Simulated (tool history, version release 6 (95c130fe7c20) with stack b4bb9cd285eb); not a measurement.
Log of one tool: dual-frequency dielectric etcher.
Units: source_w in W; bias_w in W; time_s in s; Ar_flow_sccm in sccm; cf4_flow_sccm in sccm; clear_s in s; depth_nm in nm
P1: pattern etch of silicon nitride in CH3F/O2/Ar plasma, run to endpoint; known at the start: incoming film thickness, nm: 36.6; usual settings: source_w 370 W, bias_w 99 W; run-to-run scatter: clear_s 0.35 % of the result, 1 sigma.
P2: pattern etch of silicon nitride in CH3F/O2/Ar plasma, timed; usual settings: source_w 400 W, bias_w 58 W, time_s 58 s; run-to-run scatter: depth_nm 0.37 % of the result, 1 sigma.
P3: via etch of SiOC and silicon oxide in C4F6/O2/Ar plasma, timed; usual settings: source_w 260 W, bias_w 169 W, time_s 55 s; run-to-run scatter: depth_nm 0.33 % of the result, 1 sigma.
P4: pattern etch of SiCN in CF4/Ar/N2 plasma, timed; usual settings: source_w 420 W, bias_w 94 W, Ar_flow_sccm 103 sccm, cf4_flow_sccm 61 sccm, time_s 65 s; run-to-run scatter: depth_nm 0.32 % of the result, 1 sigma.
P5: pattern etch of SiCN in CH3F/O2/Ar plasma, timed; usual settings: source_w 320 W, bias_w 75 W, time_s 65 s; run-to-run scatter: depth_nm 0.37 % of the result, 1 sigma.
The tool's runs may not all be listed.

| run | hour | process | source_w | bias_w | time_s | Ar_flow_sccm | cf4_flow_sccm | clear_s | depth_nm |
|---|---|---|---|---|---|---|---|---|---|
| 1 | 8.2 | P1 | 370 | 99 |  |  |  | 48.825 |  |
| 2 | 18.6 | P2 | 400 | 58 | 76.5 |  |  |  | 51.461 |
| 3 | 30.2 | P1 | 300 | 64 |  |  |  | 60.97 |  |
| 4 | 39.5 | P3 | 260 | 169 | 55 |  |  |  | 51.766 |
| 5 | 47.6 | P1 | 260 | 99 |  |  |  | 55.182 |  |
| 6 | 59.6 | P1 | 370 | 77 |  |  |  | 53.123 |  |
| 7 | 72 | P4 | 420 | 94 | 65 | 142 | 61 |  | 53.5 |
| 8 | 81.4 | P5 | 320 | 89 | 65 |  |  |  | 25.44 |
| 9 | 92.4 | P3 | 260 | 228 | 55 |  |  |  | 57.146 |
| 10 | 105.8 | P1 | 250 | 133 |  |  |  | 50.372 |  |
| 11 | 115.3 | P2 | 400 | 58 | 58 |  |  |  | 39.121 |
| 12 | 130.6 | P5 | 430 | 75 | 65 |  |  |  | 26.639 |
| 13 | 139.5 | P1 | 370 | 99 |  |  |  | 48.273 |  |
| 14 | 147.2 | P1 | 460 | 99 |  |  |  | 44.668 |  |
| 15 | 163.6 | P2 | 400 | 58 | 58 |  |  |  | 39.028 |
| 16 | 174.7 | P4 | 420 | 94 | 65 | 103 | 41 |  | 52.573 |
| 17 | 189.5 | P3 | 260 | 169 | 34 |  |  |  | 31.926 |
| 18 | 198.9 | P5 | 320 | 75 | 65 |  |  |  | 23.893 |
| 19 | 211.1 | P1 | 370 | 99 |  |  |  | 48.532 |  |
| 20 | 224.2 | P1 | 370 | 121 |  |  |  | 45.213 |  |
| 21 | 237.5 | P2 | 280 | 58 | 58 |  |  |  | 34.034 |
| 22 | 247.9 | P4 | 420 | 94 | 65 | 103 | 61 |  | 55.95 |
| 23 | 261.2 | P4 | 420 | 112 | 65 | 103 | 61 |  | 59.734 |
| 24 | 271.7 | P1 | 370 | 99 |  |  |  | 48.639 |  |
| 25 | 285.7 | P1 | 260 | 130 |  |  |  | 49.526 |  |
| 26 | 298.7 | P4 | 420 | 94 | 65 | 103 | 61 |  | 56.001 |
| 27 | 311.5 | P2 | 400 | 81 | 58 |  |  |  | 43.782 |
| 28 | 325.1 | P1 | 370 | 99 |  |  |  | 48.471 |  |
| 29 | 341 | P1 | 370 | 99 |  |  |  | 48.557 |  |
| 30 | 350.9 | P5 | 320 | 75 | 38 |  |  |  | 14.019 |
| 31 | 364.5 | P4 | 520 | 94 | 65 | 103 | 61 |  | 67.15 |
| 32 | 372.9 | P3 | 320 | 169 | 55 |  |  |  | 56.18 |
| 33 | 383.6 | P4 | 420 | 94 | 48.5 | 103 | 61 |  | 41.582 |
| 34 | 395.9 | P1 | 370 | 99 |  |  |  | 48.237 |  |
| 35 | 412.3 | P1 | 370 | 99 |  |  |  | 48.817 |  |
| 36 | 428.1 | P1 | 370 | 99 |  |  |  | 48.824 |  |
| 37 | 436.1 | P1 | 370 | 99 |  |  |  | 49.244 |  |
| 38 | 449 | P1 | 370 | 99 |  |  |  | 49.386 |  |
| 39 | 458.3 | P1 | 370 | 99 |  |  |  | 49.238 |  |
| 40 | 473.1 | P1 | 370 | 99 |  |  |  | 49.53 |  |
| 41 | 486.2 | P1 | 370 | 99 |  |  |  | 49.542 |  |
|  | 492.8 | wet clean of the chamber |
| 42 | 499.1 | P1 | 370 | 99 |  |  |  | 49.353 |  |
| 43 | 509.7 | P1 | 370 | 99 |  |  |  | 49.343 |  |
| 44 | 522.9 | P1 | 370 | 99 |  |  |  | 49.179 |  |
| 45 | 538.9 | P1 | 370 | 99 |  |  |  | 49.342 |  |

What P1 gives has crept away from where it was. These 2 causes fit the log equally well, each at the size given:
A: source power that arrives under what is set, % = 4.64
B: bias power that arrives under what is set, % = 4.71
The creep began at about hour 395.9.
Why every other cause is out:
chamber walls in a state that lowers the etch rate, %: serviced at hour 492.8, which brought nothing back

4 check runs are offered, each on 2 wafers whose results are averaged, their results left as question marks. Which one tells the causes apart?
| check 1 | 554.9 | P5 | 420 | 75 | 48.5 |  |  |  | ? |
| check 2 | 554.9 | P3 | 300 | 169 | 40 |  |  |  | ? |
| check 3 | 554.9 | P2 | 280 | 75 | 58 |  |  |  | ? |
| check 4 | 554.9 | P4 | 420 | 94 | 65 | 138 | 43 |  | ? |

What each check would give under each cause:
| check | result | if A | if B |
|---|---|---|---|
| check 1 | depth_nm | 19.437 | 19.452 |
| check 2 | depth_nm | 39.089 | 39.198 |
| check 3 | depth_nm | 36.585 | 36.613 |
| check 4 | depth_nm | 48.798 | 49.826 |
How far apart the two closest causes lie, in the result that separates them most: check 1 0.08 %; check 2 0.28 %; check 3 0.08 %; check 4 2.08 %
Check 4 tells the causes apart: in the others they would give nearly the same result.

Then check 4 was run and gave: depth_nm 48.745 nm. Which cause is it?

It is A: source power that arrives under what is set, %.

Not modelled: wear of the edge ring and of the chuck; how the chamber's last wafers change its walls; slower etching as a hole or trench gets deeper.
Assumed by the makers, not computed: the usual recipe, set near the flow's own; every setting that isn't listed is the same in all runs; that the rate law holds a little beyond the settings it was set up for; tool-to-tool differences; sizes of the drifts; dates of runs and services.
